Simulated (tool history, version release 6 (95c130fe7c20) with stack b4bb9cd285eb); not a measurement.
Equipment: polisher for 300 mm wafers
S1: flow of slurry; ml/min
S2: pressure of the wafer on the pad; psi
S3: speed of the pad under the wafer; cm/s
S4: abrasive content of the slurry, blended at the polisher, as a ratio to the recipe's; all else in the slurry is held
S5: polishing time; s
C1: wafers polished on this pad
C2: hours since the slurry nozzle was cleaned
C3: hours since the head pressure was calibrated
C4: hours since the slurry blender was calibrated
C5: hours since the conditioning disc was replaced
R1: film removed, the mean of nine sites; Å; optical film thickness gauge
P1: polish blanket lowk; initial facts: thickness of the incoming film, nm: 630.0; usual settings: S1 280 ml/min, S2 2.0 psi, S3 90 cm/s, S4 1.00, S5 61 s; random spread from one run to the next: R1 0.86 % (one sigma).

run,hour,S1,S2,S3,S4,S5,C1,C2,C3,C4,C5,R1
1,8.0,280,2.0,90,1.00,61,564,336.9,629.8,44.9,45.5,207.490
2,13.9,280,2.0,40,1.00,61,624,342.8,635.7,50.8,51.4,108.760
3,20.0,280,2.0,90,1.00,86,685,348.9,641.8,56.9,57.5,292.600
4,25.0,280,2.0,90,1.00,61,736,353.9,646.8,61.9,62.5,204.300
5,29.7,280,2.0,90,1.45,61,783,358.6,651.5,66.6,67.2,241.870
6,39.2,280,2.0,90,1.00,61,879,368.1,661.0,76.1,76.7,207.820
7,44.8,280,2.0,90,1.00,61,935,373.7,666.6,81.7,82.3,208.350
8,52.6,280,2.0,90,0.50,61,1014,381.5,674.4,89.5,90.1,144.060
9,60.4,280,2.0,140,1.00,61,1093,389.3,682.2,97.3,97.9,297.050
# hour 63.4: head pressure recalibrated
10,67.2,280,2.0,90,0.55,79,1162,396.1,3.8,104.1,104.7,192.240
11,72.0,280,2.0,90,1.00,61,1210,400.9,8.6,108.9,109.5,208.000
12,80.7,280,2.0,90,1.00,61,1298,409.6,17.3,117.6,118.2,206.700
13,86.1,280,2.9,90,1.00,61,1352,415.0,22.7,123.0,123.6,299.430
# hour 93.6: slurry nozzle cleaned
14,95.5,170,2.0,90,1.00,61,1447,2.0,32.1,132.4,133.0,194.940
# hour 101.3: slurry blender recalibrated
15,103.2,280,0.9,90,1.00,61,1525,9.7,39.8,1.9,140.7,94.622
16,108.3,280,2.0,90,1.00,61,1577,14.8,44.9,7.0,145.8,206.160
17,115.8,425,2.0,90,1.00,61,1652,22.3,52.4,14.5,153.3,211.940
18,121.3,280,2.0,90,1.00,36,1708,27.8,57.9,20.0,158.8,121.340
19,128.8,280,2.0,90,1.00,61,1784,35.3,65.4,27.5,166.3,204.550
20,134.6,280,2.0,90,1.00,61,1842,41.1,71.2,33.3,172.1,197.420
21,144.5,280,2.0,90,1.00,61,1942,51.0,81.1,43.2,182.0,188.440
# hour 149.2: head pressure recalibrated
22,153.1,280,2.0,90,1.00,61,2029,59.6,4.0,51.8,190.6,186.280
# hour 154.4: conditioning disc replaced and pad reconditioned
23,160.1,280,2.0,90,1.00,61,2099,66.6,11.0,58.8,5.8,180.210
24,169.0,280,2.0,90,1.00,61,2189,75.5,19.9,67.7,14.7,179.560
25,174.2,280,2.0,90,1.00,61,2242,80.7,25.1,72.9,19.9,181.520
26,180.2,280,2.0,90,1.00,61,2302,86.7,31.1,78.9,25.9,182.580

Something has made what P1 gives creep away from where it was; the 2 causes below, each at its own stated size, fit the log equally well:
A: removal rate lost through wear of the pad, % = 12.6
B: abrasive missing from the slurry, % = 24.1
The gradual shift began around hour 128.8.
The rest of the possible causes, and what rules out each one:
slurry flow missing at the pad, %: cannot exceed 40; that much would move R1 by -6.1 %, which falls short of the creep or goes against it
head's pressure below its setpoint, %: work on it at hour 149.2, done after the drift set in, did not restore what the process gave before
time polished since the conditioner stopped cutting, s: work on it at hour 154.4, done after the drift set in, did not restore what the process gave before

Each of the check runs listed below is run on 5 wafers and reports their average, with the results left as question marks. Pick the one under which the possible causes would lead to clearly different results.
check 1,186.2,280,1.3,90,0.65,61,,,,,,?
check 2,186.2,280,0.9,90,1.00,61,,,,,,?
check 3,186.2,415,2.0,90,1.00,61,,,,,,?
check 4,186.2,215,2.0,44,1.00,61,,,,,,?

If the cause were each of the candidates in turn, the checks would give the following:
check,result,if A,if B
check 1,R1,94.443,91.700
check 2,R1,81.386,81.375
check 3,R1,186.660,186.630
check 4,R1,99.114,99.100
Smallest distance between any two causes, each pair judged by its most separating result, in per cent: check 1 2.95 %; check 2 0.01 %; check 3 0.01 %; check 4 0.01 %
Check 1 is the one run that separates the causes; every other check would come out nearly the same whichever cause is at work.

Then check 1 was run and gave: R1 92.109 Å. Which cause is it?

It was cause B: abrasive missing from the slurry, %.
